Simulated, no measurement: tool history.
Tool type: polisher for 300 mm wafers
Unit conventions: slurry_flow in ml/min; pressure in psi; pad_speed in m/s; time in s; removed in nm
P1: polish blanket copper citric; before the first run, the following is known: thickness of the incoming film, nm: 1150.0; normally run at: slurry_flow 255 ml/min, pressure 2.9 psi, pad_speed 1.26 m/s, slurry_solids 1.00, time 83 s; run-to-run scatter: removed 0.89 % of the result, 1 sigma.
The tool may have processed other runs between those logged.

| run | hour | slurry_flow | pressure | pad_speed | slurry_solids | time | wafers polished on this pad | hours since the slurry nozzle was cleaned | hours since the head pressure was calibrated | hours since the slurry blender was calibrated | removed |
|---|---|---|---|---|---|---|---|---|---|---|---|
| 1 | 8.1 | 255 | 2.9 | 1.26 | 1.00 | 83 | 651 | 265.6 | 771.3 | 75.5 | 261.37 |
| 2 | 19.6 | 255 | 2.9 | 1.26 | 1.00 | 83 | 753 | 277.1 | 782.8 | 87.0 | 259.19 |
| 3 | 33.8 | 255 | 2.9 | 1.26 | 1.00 | 54 | 878 | 291.3 | 797.0 | 101.2 | 172.18 |
| 4 | 48.1 | 255 | 2.9 | 1.26 | 0.50 | 83 | 1004 | 305.6 | 811.3 | 115.5 | 226.88 |
| 5 | 63.7 | 375 | 2.9 | 1.26 | 1.00 | 83 | 1141 | 321.2 | 826.9 | 131.1 | 272.00 |
| 6 | 75.4 | 255 | 3.9 | 1.26 | 1.00 | 83 | 1244 | 332.9 | 838.6 | 142.8 | 350.42 |
| 7 | 86.3 | 255 | 2.9 | 1.26 | 1.00 | 83 | 1340 | 343.8 | 849.5 | 153.7 | 264.03 |
| 8 | 97.1 | 255 | 2.9 | 1.96 | 1.00 | 83 | 1435 | 354.6 | 860.3 | 164.5 | 407.71 |
| 9 | 108.2 | 255 | 2.9 | 1.26 | 1.00 | 83 | 1533 | 365.7 | 871.4 | 175.6 | 262.72 |
| 10 | 117.6 | 160 | 2.9 | 1.26 | 1.00 | 83 | 1616 | 375.1 | 880.8 | 185.0 | 244.68 |
| 11 | 125.0 | 255 | 2.9 | 0.66 | 1.00 | 83 | 1681 | 382.5 | 888.2 | 192.4 | 141.06 |
| 12 | 141.2 | 255 | 2.9 | 1.26 | 1.50 | 83 | 1824 | 398.7 | 904.4 | 208.6 | 287.80 |
| 13 | 151.6 | 255 | 2.9 | 1.26 | 1.00 | 83 | 1915 | 409.1 | 914.8 | 219.0 | 262.08 |
| 14 | 167.3 | 255 | 2.9 | 1.26 | 1.00 | 131 | 2053 | 424.8 | 930.5 | 234.7 | 415.78 |
| 15 | 179.1 | 255 | 2.9 | 1.26 | 0.75 | 44 | 2157 | 436.6 | 942.3 | 246.5 | 131.47 |
| 16 | 188.1 | 255 | 1.4 | 1.26 | 1.00 | 83 | 2237 | 445.6 | 951.3 | 255.5 | 128.48 |
| 17 | 197.1 | 255 | 2.9 | 1.26 | 1.00 | 83 | 2316 | 454.6 | 960.3 | 264.5 | 261.39 |
| 18 | 209.8 | 255 | 2.9 | 1.26 | 1.00 | 83 | 2428 | 467.3 | 973.0 | 277.2 | 257.50 |
| 19 | 218.9 | 255 | 2.9 | 1.26 | 1.00 | 83 | 2508 | 476.4 | 982.1 | 286.3 | 257.05 |
| 20 | 232.9 | 255 | 2.9 | 1.26 | 1.00 | 83 | 2631 | 490.4 | 996.1 | 300.3 | 253.58 |
| 21 | 247.2 | 255 | 2.9 | 1.26 | 1.00 | 83 | 2757 | 504.7 | 1010.4 | 314.6 | 253.14 |
| 22 | 256.2 | 255 | 2.9 | 1.26 | 1.00 | 83 | 2836 | 513.7 | 1019.4 | 323.6 | 248.88 |
|  | 262.4 | slurry blender recalibrated |
| 23 | 271.0 | 255 | 2.9 | 1.26 | 1.00 | 83 | 2967 | 528.5 | 1034.2 | 8.6 | 244.14 |
| 24 | 286.4 | 255 | 2.9 | 1.26 | 1.00 | 83 | 3102 | 543.9 | 1049.6 | 24.0 | 249.95 |
|  | 287.0 | worn pad replaced by a new one |
| 25 | 300.0 | 255 | 2.9 | 1.26 | 1.00 | 83 | 114 | 557.5 | 1063.2 | 37.6 | 250.47 |
| 26 | 307.7 | 255 | 2.9 | 1.26 | 1.00 | 83 | 182 | 565.2 | 1070.9 | 45.3 | 247.82 |
| 27 | 319.8 | 255 | 2.9 | 1.26 | 1.00 | 83 | 288 | 577.3 | 1083.0 | 57.4 | 249.67 |

What P1 gives has crept off from where it sat before. The 2 causes that follow fit the log equally well, each at the size noted:
A: head's pressure below its setpoint, % = 6.27
B: slurry flow missing at the pad, % = 37.8
At approximately hour 197.1, the process output began to creep.
Each remaining cause and why it is not a fit:
removal rate lost through wear of the pad, %: serviced at hour 287.0, after the drift had started, without restoring the earlier output
abrasive missing from the slurry, %: serviced at hour 262.4, after the drift had started, without restoring the earlier output

You are offered 4 check runs, listed below with question marks in place of their results; each one averages 5 wafers. Which run separates the listed causes by giving clearly different results for each?
| check 1 | 331.9 | 255 | 2.9 | 1.26 | 0.55 | 83 |  |  |  |  | ? |
| check 2 | 331.9 | 255 | 3.6 | 1.26 | 0.70 | 83 |  |  |  |  | ? |
| check 3 | 331.9 | 170 | 1.5 | 1.26 | 1.00 | 83 |  |  |  |  | ? |
| check 4 | 331.9 | 255 | 2.9 | 1.94 | 1.00 | 83 |  |  |  |  | ? |

Outcome of each check run for each possible cause:
| check | result | if A | if B |
|---|---|---|---|
| check 1 | removed | 218.31 | 218.31 |
| check 2 | removed | 283.35 | 283.43 |
| check 3 | removed | 123.64 | 119.98 |
| check 4 | removed | 377.48 | 377.66 |
Separation of the two closest causes in each check, using whichever result separates them best: check 1 0 %; check 2 0.03 %; check 3 3.01 %; check 4 0.05 %
The causes can be told apart only by check 3. The other checks would give nearly the same results under each of them.

Here is what check 3 returned: removed 120.38 nm. Which cause is it?

Of the candidate causes, it is B: slurry flow missing at the pad, %.
